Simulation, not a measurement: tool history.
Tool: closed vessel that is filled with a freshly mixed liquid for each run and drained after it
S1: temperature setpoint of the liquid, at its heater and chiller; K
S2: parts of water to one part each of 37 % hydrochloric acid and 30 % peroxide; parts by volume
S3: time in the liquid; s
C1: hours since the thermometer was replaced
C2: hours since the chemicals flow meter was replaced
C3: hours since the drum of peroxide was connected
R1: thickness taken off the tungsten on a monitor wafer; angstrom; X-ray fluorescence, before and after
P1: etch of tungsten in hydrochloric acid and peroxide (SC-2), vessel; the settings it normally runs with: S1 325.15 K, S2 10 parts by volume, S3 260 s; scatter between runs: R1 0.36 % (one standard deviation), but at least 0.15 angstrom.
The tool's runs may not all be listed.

| run | hour | S1 | S2 | S3 | C1 | C2 | C3 | R1 |
|---|---|---|---|---|---|---|---|---|
| 1 | 6.2 | 325.15 | 10 | 260 | 863.5 | 1199.1 | 409.5 | 372 |
| 2 | 13.7 | 325.15 | 10 | 260 | 871 | 1206.6 | 417 | 368.95 |
| 3 | 19.3 | 325.15 | 10 | 260 | 876.6 | 1212.2 | 422.6 | 371.98 |
| 4 | 24.5 | 325.15 | 4 | 260 | 881.8 | 1217.4 | 427.8 | 743.4 |
| 5 | 31.8 | 325.15 | 10 | 260 | 889.1 | 1224.7 | 435.1 | 371.69 |
| 6 | 35.8 | 338.15 | 10 | 260 | 893.1 | 1228.7 | 439.1 | 844.47 |
| 7 | 42.6 | 334.65 | 10 | 430 | 899.9 | 1235.5 | 445.9 | 1124.1 |
| 8 | 49.6 | 312.15 | 10 | 260 | 906.9 | 1242.5 | 452.9 | 152.43 |
| 9 | 56.5 | 325.15 | 18 | 260 | 913.8 | 1249.4 | 459.8 | 221.77 |
| 10 | 59.9 | 325.15 | 10 | 260 | 917.2 | 1252.8 | 463.2 | 373.12 |
| 11 | 65.7 | 325.15 | 10 | 405 | 923 | 1258.6 | 469 | 574.7 |
| 12 | 70.2 | 325.15 | 10 | 260 | 927.5 | 1263.1 | 473.5 | 370.88 |
| 13 | 74.7 | 325.15 | 10 | 30 | 932 | 1267.6 | 478 | 43.159 |
| 14 | 79.9 | 316.15 | 10 | 385 | 937.2 | 1272.8 | 483.2 | 299.02 |
| 15 | 86.1 | 325.15 | 10 | 260 | 943.4 | 1279 | 489.4 | 372.52 |
| 16 | 92.3 | 325.15 | 10 | 260 | 949.6 | 1285.2 | 495.6 | 360.59 |
| 17 | 97.2 | 325.15 | 10 | 260 | 954.5 | 1290.1 | 500.5 | 353.39 |
| 18 | 101 | 325.15 | 10 | 260 | 958.3 | 1293.9 | 504.3 | 350.9 |
| 19 | 104.6 | 325.15 | 10 | 260 | 961.9 | 1297.5 | 507.9 | 347.41 |
| 20 | 110.2 | 325.15 | 10 | 260 | 967.5 | 1303.1 | 513.5 | 345.86 |
| 21 | 114.8 | 325.15 | 10 | 260 | 972.1 | 1307.7 | 518.1 | 343.23 |
| 22 | 119.2 | 325.15 | 10 | 260 | 976.5 | 1312.1 | 522.5 | 345.29 |
|  | 119.7 | new drum of peroxide connected |
| 23 | 123 | 325.15 | 10 | 260 | 980.3 | 1315.9 | 3.4 | 341.7 |
| 24 | 128.5 | 325.15 | 10 | 260 | 985.8 | 1321.4 | 8.9 | 342.94 |
| 25 | 135.8 | 325.15 | 10 | 260 | 993.1 | 1328.7 | 16.2 | 341.9 |
| 26 | 140.2 | 325.15 | 10 | 260 | 997.5 | 1333.1 | 20.6 | 341.18 |

What P1 gives has crept away from where it was. These 2 causes fit the log equally well, each at the size given:
A: chemicals flow below the setpoint (%) = 9.41
B: liquid colder than its thermometer reads (K) = 1.26
At approximately hour 86.1, the process output began to creep.
The rest of the possible causes, and what rules out each one:
peroxide weaker than its label (%): was serviced at hour 119.7, once the creep was under way, yet the earlier output never came back

Which of the 4 check runs listed below, each an average over 2 wafers with its results shown as question marks, gives clearly different results under the different listed causes?
| check 1 | 144.6 | 312.65 | 4 | 260 |  |  |  | ? |
| check 2 | 144.6 | 335.65 | 10 | 35 |  |  |  | ? |
| check 3 | 144.6 | 314.15 | 17.5 | 260 |  |  |  | ? |
| check 4 | 144.6 | 315.15 | 10 | 260 |  |  |  | ? |

What each check would give under each cause:
| check | result | if A | if B |
|---|---|---|---|
| check 1 | R1 | 294.66 | 287.89 |
| check 2 | R1 | 89.765 | 90.204 |
| check 3 | R1 | 98.616 | 98.605 |
| check 4 | R1 | 172.98 | 172 |
Minimum pairwise separation of causes per check, each pair taken at its best-separating result: check 1 2.32 %; check 2 0.49 %; check 3 0.01 %; check 4 0.56 %
Check 1 distinguishes between the causes, while the remaining checks would return nearly the same result for all of them.

Running check 1 produced the following: R1 289.11 angstrom. Which one of the listed causes fits?

The cause is B: liquid colder than its thermometer reads (K).
